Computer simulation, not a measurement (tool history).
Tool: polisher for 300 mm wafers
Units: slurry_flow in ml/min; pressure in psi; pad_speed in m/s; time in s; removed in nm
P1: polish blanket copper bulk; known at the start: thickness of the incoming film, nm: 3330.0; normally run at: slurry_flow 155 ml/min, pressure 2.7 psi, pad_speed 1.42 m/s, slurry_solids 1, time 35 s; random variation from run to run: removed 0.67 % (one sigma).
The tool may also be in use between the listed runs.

run	day	slurry_flow	pressure	pad_speed	slurry_solids	time	wafers polished on this pad	hours since the slurry nozzle was cleaned	hours since the head pressure was calibrated	hours since the slurry blender was calibrated	removed
1	0.329	155	2.7	1.42	1	35	878	130.5	198.4	92.7	428.31
2	0.85	155	1.5	1.42	1	35	1051	143	210.9	105.2	238.22
3	1.221	155	2.7	0.92	1.35	35	1175	151.9	219.8	114.1	298.1
4	1.546	155	3.7	1.42	1	35	1283	159.7	227.6	121.9	582.86
5	1.817	155	2.7	1.42	1	35	1374	166.2	234.1	128.4	426.42
6	2.125	155	2.7	1.42	1	35	1476	173.6	241.5	135.8	424.34
# day 2.512: slurry nozzle cleaned
7	2.579	155	2.7	1.42	1	45	1628	1.7	252.4	146.7	558.02
8	2.946	155	2.7	1.42	1	20	1750	10.5	261.2	155.5	243.98
9	3.204	155	2.7	1.42	0.65	35	1836	16.7	267.4	161.7	387.15
10	3.792	220	2.7	1.42	1	35	2032	30.8	281.5	175.8	447.63
11	4.167	155	2.7	1.42	1.45	35	2157	39.8	290.5	184.8	467.46
12	4.446	110	2.7	1.42	1	35	2250	46.5	297.2	191.5	405.25
13	5	155	3.6	1.88	1	35	2435	59.8	310.5	204.8	761.39
14	5.542	155	2.7	1.42	1	35	2616	72.8	323.5	217.8	424.86
15	6	155	2.7	0.64	1	35	2769	83.8	334.5	228.8	192.46
16	6.504	155	2.7	1.42	1	35	2937	95.9	346.6	240.9	428.85
17	7.062	155	2.7	2.24	1	35	3123	109.3	360	254.3	671.76
18	7.617	155	2.7	1.42	1	35	3308	122.6	373.3	267.6	431.58
19	7.967	155	2.7	1.42	1	35	3424	131	381.7	276	427.46
20	8.421	155	2.7	1.42	1	35	3576	141.9	392.6	286.9	412.28
21	8.992	155	2.7	1.42	1	35	3766	155.6	406.3	300.6	405.56
22	9.438	155	2.7	1.42	1	35	3915	166.3	417	311.3	399.61
# day 9.475: slurry blender recalibrated
# day 9.542: head pressure recalibrated
23	9.929	155	2.7	1.42	1	35	4079	178.1	9.4	10.9	394.25

Forecast run 24:
24	10.458	155	2.7	1.42	1	35	4255	190.8	22.1	23.6	?

Run 24 gave removed 395.54 nm.
